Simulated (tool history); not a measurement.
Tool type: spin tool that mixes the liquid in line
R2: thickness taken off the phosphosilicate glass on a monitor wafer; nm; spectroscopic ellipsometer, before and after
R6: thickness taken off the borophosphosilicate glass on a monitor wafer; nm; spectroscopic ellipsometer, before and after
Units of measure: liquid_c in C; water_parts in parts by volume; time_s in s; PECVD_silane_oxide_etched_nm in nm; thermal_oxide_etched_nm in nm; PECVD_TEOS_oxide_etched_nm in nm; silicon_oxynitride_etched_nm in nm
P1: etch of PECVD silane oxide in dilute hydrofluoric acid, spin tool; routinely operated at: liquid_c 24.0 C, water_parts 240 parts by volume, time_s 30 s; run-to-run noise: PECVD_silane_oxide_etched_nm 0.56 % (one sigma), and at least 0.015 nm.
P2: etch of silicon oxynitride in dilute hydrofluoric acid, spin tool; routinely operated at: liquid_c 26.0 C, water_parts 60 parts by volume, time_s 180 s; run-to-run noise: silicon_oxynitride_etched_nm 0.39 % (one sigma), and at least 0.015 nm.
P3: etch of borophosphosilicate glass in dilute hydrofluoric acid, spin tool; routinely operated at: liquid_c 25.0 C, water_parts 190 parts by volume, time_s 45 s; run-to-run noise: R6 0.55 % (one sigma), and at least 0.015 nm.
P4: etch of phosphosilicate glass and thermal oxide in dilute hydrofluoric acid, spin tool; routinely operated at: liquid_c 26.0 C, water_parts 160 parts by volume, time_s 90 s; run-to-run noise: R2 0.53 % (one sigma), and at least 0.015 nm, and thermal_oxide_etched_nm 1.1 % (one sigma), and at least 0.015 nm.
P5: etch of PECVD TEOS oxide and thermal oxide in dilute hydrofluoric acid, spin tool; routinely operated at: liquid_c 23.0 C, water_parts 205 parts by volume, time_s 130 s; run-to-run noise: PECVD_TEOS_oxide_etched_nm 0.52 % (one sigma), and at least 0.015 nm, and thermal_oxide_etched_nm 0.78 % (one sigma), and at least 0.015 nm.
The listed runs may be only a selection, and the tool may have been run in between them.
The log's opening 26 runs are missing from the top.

{"run": 27, "hour": 105.9, "process": "P1", "liquid_c": 24.0, "water_parts": 240, "time_s": 30, "PECVD_silane_oxide_etched_nm": 5.2632}
{"run": 28, "hour": 109.8, "process": "P2", "liquid_c": 26.0, "water_parts": 20, "time_s": 180, "silicon_oxynitride_etched_nm": 37.219}
{"run": 29, "hour": 114.6, "process": "P1", "liquid_c": 24.0, "water_parts": 240, "time_s": 50, "PECVD_silane_oxide_etched_nm": 8.7721}
{"run": 30, "hour": 117.8, "process": "P2", "liquid_c": 18.0, "water_parts": 60, "time_s": 180, "silicon_oxynitride_etched_nm": 8.2158}
{"run": 31, "hour": 122.0, "process": "P1", "liquid_c": 24.0, "water_parts": 240, "time_s": 30, "PECVD_silane_oxide_etched_nm": 5.2514}
{"run": 32, "hour": 126.8, "process": "P4", "liquid_c": 30.5, "water_parts": 160, "time_s": 90, "R2": 61.604, "thermal_oxide_etched_nm": 2.9453}
{"run": 33, "hour": 131.3, "process": "P1", "liquid_c": 24.0, "water_parts": 240, "time_s": 30, "PECVD_silane_oxide_etched_nm": 5.2172}
{"run": 34, "hour": 134.6, "process": "P1", "liquid_c": 24.0, "water_parts": 240, "time_s": 30, "PECVD_silane_oxide_etched_nm": 5.3555}
{"run": 35, "hour": 137.6, "process": "P1", "liquid_c": 24.0, "water_parts": 240, "time_s": 30, "PECVD_silane_oxide_etched_nm": 5.4248}
{"run": 36, "hour": 141.2, "process": "P1", "liquid_c": 24.0, "water_parts": 240, "time_s": 30, "PECVD_silane_oxide_etched_nm": 5.47}
{"run": 37, "hour": 146.3, "process": "P1", "liquid_c": 24.0, "water_parts": 240, "time_s": 30, "PECVD_silane_oxide_etched_nm": 5.6179}
{"run": 38, "hour": 149.9, "process": "P1", "liquid_c": 24.0, "water_parts": 240, "time_s": 30, "PECVD_silane_oxide_etched_nm": 5.6466}
{"run": 39, "hour": 154.6, "process": "P1", "liquid_c": 24.0, "water_parts": 240, "time_s": 30, "PECVD_silane_oxide_etched_nm": 5.7017}
{"run": 40, "hour": 158.4, "process": "P1", "liquid_c": 24.0, "water_parts": 240, "time_s": 30, "PECVD_silane_oxide_etched_nm": 5.6614}
{"run": 41, "hour": 162.1, "process": "P1", "liquid_c": 24.0, "water_parts": 240, "time_s": 30, "PECVD_silane_oxide_etched_nm": 5.6347}
{"run": 42, "hour": 164.6, "process": "P1", "liquid_c": 24.0, "water_parts": 240, "time_s": 30, "PECVD_silane_oxide_etched_nm": 5.6484}
{"run": 43, "hour": 167.3, "process": "P1", "liquid_c": 24.0, "water_parts": 240, "time_s": 30, "PECVD_silane_oxide_etched_nm": 5.6933}

Run 44, settings as shown, results not yet in. Your forecast:
{"run": 44, "hour": 170.0, "process": "P1", "liquid_c": 24.0, "water_parts": 240, "time_s": 30, "PECVD_silane_oxide_etched_nm": "?"}

{"run 44": {"PECVD_silane_oxide_etched_nm": 5.6384}}

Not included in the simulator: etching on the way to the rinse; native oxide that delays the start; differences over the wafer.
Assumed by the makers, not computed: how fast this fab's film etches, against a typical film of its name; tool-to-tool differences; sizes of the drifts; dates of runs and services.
